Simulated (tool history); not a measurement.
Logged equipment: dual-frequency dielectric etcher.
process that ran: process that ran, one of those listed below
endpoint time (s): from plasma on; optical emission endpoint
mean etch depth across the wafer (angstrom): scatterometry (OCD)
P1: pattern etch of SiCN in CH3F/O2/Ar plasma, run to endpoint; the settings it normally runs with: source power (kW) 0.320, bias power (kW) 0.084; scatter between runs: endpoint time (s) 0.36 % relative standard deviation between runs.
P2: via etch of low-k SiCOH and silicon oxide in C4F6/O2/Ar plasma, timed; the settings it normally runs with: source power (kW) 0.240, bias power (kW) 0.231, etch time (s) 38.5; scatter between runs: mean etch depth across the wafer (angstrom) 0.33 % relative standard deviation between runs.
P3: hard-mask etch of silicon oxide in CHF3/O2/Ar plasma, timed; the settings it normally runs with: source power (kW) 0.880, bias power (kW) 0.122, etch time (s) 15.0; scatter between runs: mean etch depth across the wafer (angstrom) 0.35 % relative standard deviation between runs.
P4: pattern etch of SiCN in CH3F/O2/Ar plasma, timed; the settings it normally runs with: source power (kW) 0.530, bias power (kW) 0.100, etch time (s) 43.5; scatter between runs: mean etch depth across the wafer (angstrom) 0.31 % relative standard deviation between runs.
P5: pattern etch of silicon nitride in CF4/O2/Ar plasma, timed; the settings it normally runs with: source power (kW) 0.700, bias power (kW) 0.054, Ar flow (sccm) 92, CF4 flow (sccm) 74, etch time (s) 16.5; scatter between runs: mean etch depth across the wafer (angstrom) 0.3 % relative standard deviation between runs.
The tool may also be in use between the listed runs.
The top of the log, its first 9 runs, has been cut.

| run | hour | process that ran | source power (kW) | bias power (kW) | etch time (s) | Ar flow (sccm) | CF4 flow (sccm) | endpoint time (s) | mean etch depth across the wafer (angstrom) |
|---|---|---|---|---|---|---|---|---|---|
| 10 | 78.8 | P5 | 0.700 | 0.042 | 16.5 | 92 | 74 |  | 391.09 |
| 11 | 86.0 | P2 | 0.320 | 0.231 | 38.5 |  |  |  | 930.25 |
| 12 | 90.7 | P5 | 0.490 | 0.054 | 16.5 | 92 | 74 |  | 316.18 |
| 13 | 98.6 | P4 | 0.530 | 0.100 | 43.5 |  |  |  | 207.27 |
| 14 | 107.0 | P2 | 0.240 | 0.231 | 25.5 |  |  |  | 552.07 |
| 15 | 114.0 | P1 | 0.320 | 0.084 |  |  |  | 28.271 |  |
| 16 | 119.7 | P5 | 0.700 | 0.054 | 9.0 | 92 | 74 |  | 233.97 |
| 17 | 129.2 | P1 | 0.320 | 0.084 |  |  |  | 28.320 |  |
| 18 | 136.6 | P1 | 0.320 | 0.084 |  |  |  | 28.331 |  |
| 19 | 143.4 | P5 | 0.700 | 0.054 | 16.5 | 92 | 92 |  | 440.77 |

Estimate the outcome of run 20 from the log above:
| 20 | 152.2 | P1 | 0.320 | 0.060 |  |  |  | ? |  |

Run 20 yielded endpoint time (s) 31.887.
